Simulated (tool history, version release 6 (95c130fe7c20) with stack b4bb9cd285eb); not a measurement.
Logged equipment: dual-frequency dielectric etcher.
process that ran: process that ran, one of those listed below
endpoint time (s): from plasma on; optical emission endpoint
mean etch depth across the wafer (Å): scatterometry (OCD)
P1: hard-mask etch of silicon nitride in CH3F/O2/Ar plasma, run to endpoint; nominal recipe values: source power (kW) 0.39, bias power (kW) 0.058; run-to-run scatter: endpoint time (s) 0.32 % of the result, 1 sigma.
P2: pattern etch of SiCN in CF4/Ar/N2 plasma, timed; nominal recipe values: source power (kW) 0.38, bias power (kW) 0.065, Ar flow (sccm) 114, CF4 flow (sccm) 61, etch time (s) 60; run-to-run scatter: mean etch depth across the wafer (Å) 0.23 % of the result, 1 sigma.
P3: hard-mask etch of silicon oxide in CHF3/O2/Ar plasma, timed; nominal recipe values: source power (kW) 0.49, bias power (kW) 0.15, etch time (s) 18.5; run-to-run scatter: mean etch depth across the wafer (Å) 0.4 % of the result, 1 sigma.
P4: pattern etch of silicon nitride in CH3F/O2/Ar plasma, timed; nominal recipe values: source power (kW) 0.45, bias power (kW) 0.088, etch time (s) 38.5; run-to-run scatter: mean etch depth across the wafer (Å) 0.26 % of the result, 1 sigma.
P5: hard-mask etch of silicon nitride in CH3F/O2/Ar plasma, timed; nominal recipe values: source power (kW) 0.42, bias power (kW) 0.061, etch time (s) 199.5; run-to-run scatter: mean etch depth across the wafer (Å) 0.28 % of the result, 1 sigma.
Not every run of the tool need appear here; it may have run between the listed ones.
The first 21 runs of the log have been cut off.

run,hour,process that ran,source power (kW),bias power (kW),etch time (s),Ar flow (sccm),CF4 flow (sccm),hours since the last wet clean,hours since the last source power generator calibration,hours since the last bias power generator calibration,endpoint time (s),mean etch depth across the wafer (Å)
# hour 189.1: wet clean of the chamber
22,197.5,P4,0.63,0.088,38.5,,,8.4,1521.5,3212.2,,337.87
23,208.7,P1,0.32,0.067,,,,19.6,1532.7,3223.4,86.232,
24,214.4,P3,0.69,0.15,18.5,,,25.3,1538.4,3229.1,,359.56
25,224.7,P3,0.49,0.15,27,,,35.6,1548.7,3239.4,,459.66
26,236.4,P1,0.39,0.038,,,,47.3,1560.4,3251.1,95.174,
27,244.7,P3,0.49,0.15,18.5,,,55.6,1568.7,3259.4,,318.01
28,251.6,P1,0.39,0.078,,,,62.5,1575.6,3266.3,75.642,
29,257.2,P1,0.52,0.058,,,,68.1,1581.2,3271.9,74.956,
30,264.6,P1,0.39,0.058,,,,75.5,1588.6,3279.3,83.928,

Predict the results of run 31:
31,272.9,P1,0.39,0.058,,,,83.8,1596.9,3287.6,?,

endpoint time (s): 83.627

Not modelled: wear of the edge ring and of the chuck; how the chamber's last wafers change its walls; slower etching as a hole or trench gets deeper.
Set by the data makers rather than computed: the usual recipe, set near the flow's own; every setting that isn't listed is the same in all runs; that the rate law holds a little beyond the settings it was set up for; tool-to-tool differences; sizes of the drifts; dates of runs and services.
